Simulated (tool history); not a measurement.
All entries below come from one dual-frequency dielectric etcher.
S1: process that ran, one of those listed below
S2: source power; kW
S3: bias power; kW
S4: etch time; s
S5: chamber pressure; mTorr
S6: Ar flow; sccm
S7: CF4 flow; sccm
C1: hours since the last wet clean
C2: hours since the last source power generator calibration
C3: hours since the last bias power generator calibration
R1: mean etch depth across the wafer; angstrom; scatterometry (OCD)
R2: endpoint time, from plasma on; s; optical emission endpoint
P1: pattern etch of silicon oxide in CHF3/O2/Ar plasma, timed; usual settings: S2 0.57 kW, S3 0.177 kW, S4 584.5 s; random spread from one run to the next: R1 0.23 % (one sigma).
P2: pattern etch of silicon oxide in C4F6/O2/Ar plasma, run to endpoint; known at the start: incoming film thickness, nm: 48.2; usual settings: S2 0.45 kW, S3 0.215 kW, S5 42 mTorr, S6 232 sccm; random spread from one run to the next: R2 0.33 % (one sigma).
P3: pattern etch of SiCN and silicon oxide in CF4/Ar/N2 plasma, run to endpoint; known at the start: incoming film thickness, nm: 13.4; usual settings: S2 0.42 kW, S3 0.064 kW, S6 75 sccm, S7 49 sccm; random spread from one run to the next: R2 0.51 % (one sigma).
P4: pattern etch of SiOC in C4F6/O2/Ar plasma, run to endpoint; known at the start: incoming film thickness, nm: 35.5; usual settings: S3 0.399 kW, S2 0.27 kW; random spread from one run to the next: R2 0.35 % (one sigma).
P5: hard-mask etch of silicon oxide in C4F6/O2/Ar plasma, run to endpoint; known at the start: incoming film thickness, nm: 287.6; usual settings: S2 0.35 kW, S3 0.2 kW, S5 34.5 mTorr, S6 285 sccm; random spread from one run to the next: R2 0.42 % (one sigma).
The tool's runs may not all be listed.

run,hour,S1,S2,S3,S4,S5,S6,S7,C1,C2,C3,R1,R2
1,11.6,P1,0.57,0.177,584.5,,,,343.3,869,2206.4,10876,
2,22.4,P1,0.73,0.177,584.5,,,,354.1,879.8,2217.2,12040,
3,36.6,P4,0.27,0.399,,,,,368.3,894,2231.4,,14.734
4,44.9,P1,0.42,0.177,584.5,,,,376.6,902.3,2239.7,9689.5,
5,60.4,P5,0.35,0.2,,34.5,348,,392.1,917.8,2255.2,,97.891
6,67.8,P1,0.57,0.177,584.5,,,,399.5,925.2,2262.6,10943,
7,77.3,P3,0.42,0.064,,,53,49,409,934.7,2272.1,,16.725
8,86.8,P4,0.27,0.289,,,,,418.5,944.2,2281.6,,16.42
9,100.7,P1,0.57,0.177,438,,,,432.4,958.1,2295.5,8177,
10,112,P3,0.42,0.042,,,75,49,443.7,969.4,2306.8,,20.055
# hour 123.7: source power generator calibrated
11,124.5,P2,0.45,0.215,,42,147,,456.2,0.8,2319.3,,13.612
12,134.4,P2,0.61,0.215,,42,232,,466.1,10.7,2329.2,,12.677
13,142.8,P3,0.42,0.064,,,75,49,474.5,19.1,2337.6,,17.557
14,157.2,P5,0.35,0.156,,34.5,285,,488.9,33.5,2352,,103.11
15,167.6,P1,0.57,0.177,584.5,,,,499.3,43.9,2362.4,10953,
16,179.7,P2,0.45,0.215,,55.5,232,,511.4,56,2374.5,,14.731
17,189.5,P5,0.35,0.2,,45,285,,521.2,65.8,2384.3,,98.388
18,198.6,P5,0.48,0.2,,34.5,285,,530.3,74.9,2393.4,,84.595
19,205.7,P1,0.57,0.177,584.5,,,,537.4,82,2400.5,10907,
20,219.6,P1,0.57,0.177,584.5,,,,551.3,95.9,2414.4,10962,
21,227.8,P1,0.57,0.11,584.5,,,,559.5,104.1,2422.6,9351.7,
22,236.2,P1,0.36,0.119,584.5,,,,567.9,112.5,2431,8036.2,
23,245.5,P3,0.26,0.064,,,75,49,577.2,121.8,2440.3,,26.659
24,259,P1,0.57,0.177,584.5,,,,590.7,135.3,2453.8,10949,
25,268.2,P1,0.57,0.177,792.5,,,,599.9,144.5,2463,14835,
26,281.3,P5,0.35,0.2,,34.5,285,,613,157.6,2476.1,,95.897
27,289.1,P1,0.57,0.177,584.5,,,,620.8,165.4,2483.9,10895,
28,298.4,P2,0.45,0.215,,42,232,,630.1,174.7,2493.2,,14.136
29,312.9,P3,0.42,0.064,,,75,49,644.6,189.2,2507.7,,17.562
30,319.9,P2,0.45,0.129,,42,232,,651.6,196.2,2514.7,,16.654
31,331.8,P4,0.35,0.399,,,,,663.5,208.1,2526.6,,13.363
32,343.2,P1,0.77,0.177,444.5,,,,674.9,219.5,2538,9296.9,
33,356.1,P1,0.57,0.209,584.5,,,,687.8,232.4,2550.9,11489,
34,365.6,P5,0.35,0.2,,34.5,285,,697.3,241.9,2560.4,,95.295
35,377.5,P3,0.42,0.064,,,75,29,709.2,253.8,2572.3,,19.184
36,388.9,P1,0.57,0.177,584.5,,,,720.6,265.2,2583.7,10925,
37,398,P1,0.57,0.177,584.5,,,,729.7,274.3,2592.8,10893,
38,413.3,P1,0.57,0.177,584.5,,,,745,289.6,2608.1,10810,
39,427.1,P1,0.57,0.177,584.5,,,,758.8,303.4,2621.9,10822,
40,434.1,P1,0.57,0.177,584.5,,,,765.8,310.4,2628.9,10791,
41,447.3,P1,0.57,0.177,584.5,,,,779,323.6,2642.1,10804,
# hour 454.2: wet clean of the chamber
42,462.5,P1,0.57,0.177,584.5,,,,8.3,338.8,2657.3,10790,
43,476.9,P1,0.57,0.177,584.5,,,,22.7,353.2,2671.7,10729,
44,483.9,P1,0.57,0.177,584.5,,,,29.7,360.2,2678.7,10790,

The log shows P1 creeping away from where it was. Any of the 2 causes listed here, at the size stated for it, fits the log just as well as the others:
A: source power that arrives under what is set, % = 3.86
B: bias power that arrives under what is set, % = 4.4
Onset of the creep was near hour 388.9.
What rules out each remaining cause:
chamber walls in a state that lowers the etch rate, %: serviced after onset, at hour 454.2, with no recovery of the prior output

Which of the 4 check runs listed below, each an average over 5 wafers with its results shown as question marks, gives clearly different results under the different listed causes?
check 1,490.9,P5,0.45,0.165,,34.5,285,,,,,,?
check 2,490.9,P4,0.27,0.291,,,,,,,,,?
check 3,490.9,P3,0.3,0.064,,,56,49,,,,,?
check 4,490.9,P2,0.61,0.215,,42,232,,,,,,?

Predicted outcomes, by check and by cause:
check,result,if A,if B
check 1,R2,93.572,93.412
check 2,R2,16.669,16.684
check 3,R2,23.533,23.063
check 4,R2,12.834,12.821
Per check, the gap between the least separated pair of causes, taken in the result that splits them most: check 1 0.17 %; check 2 0.09 %; check 3 2.01 %; check 4 0.11 %
Check 3 tells the causes apart: in the others they would give nearly the same result.

Check 3 was then run and gave: R2 23.617 s. Which cause is it?

Of the candidate causes, it is A: source power that arrives under what is set, %.
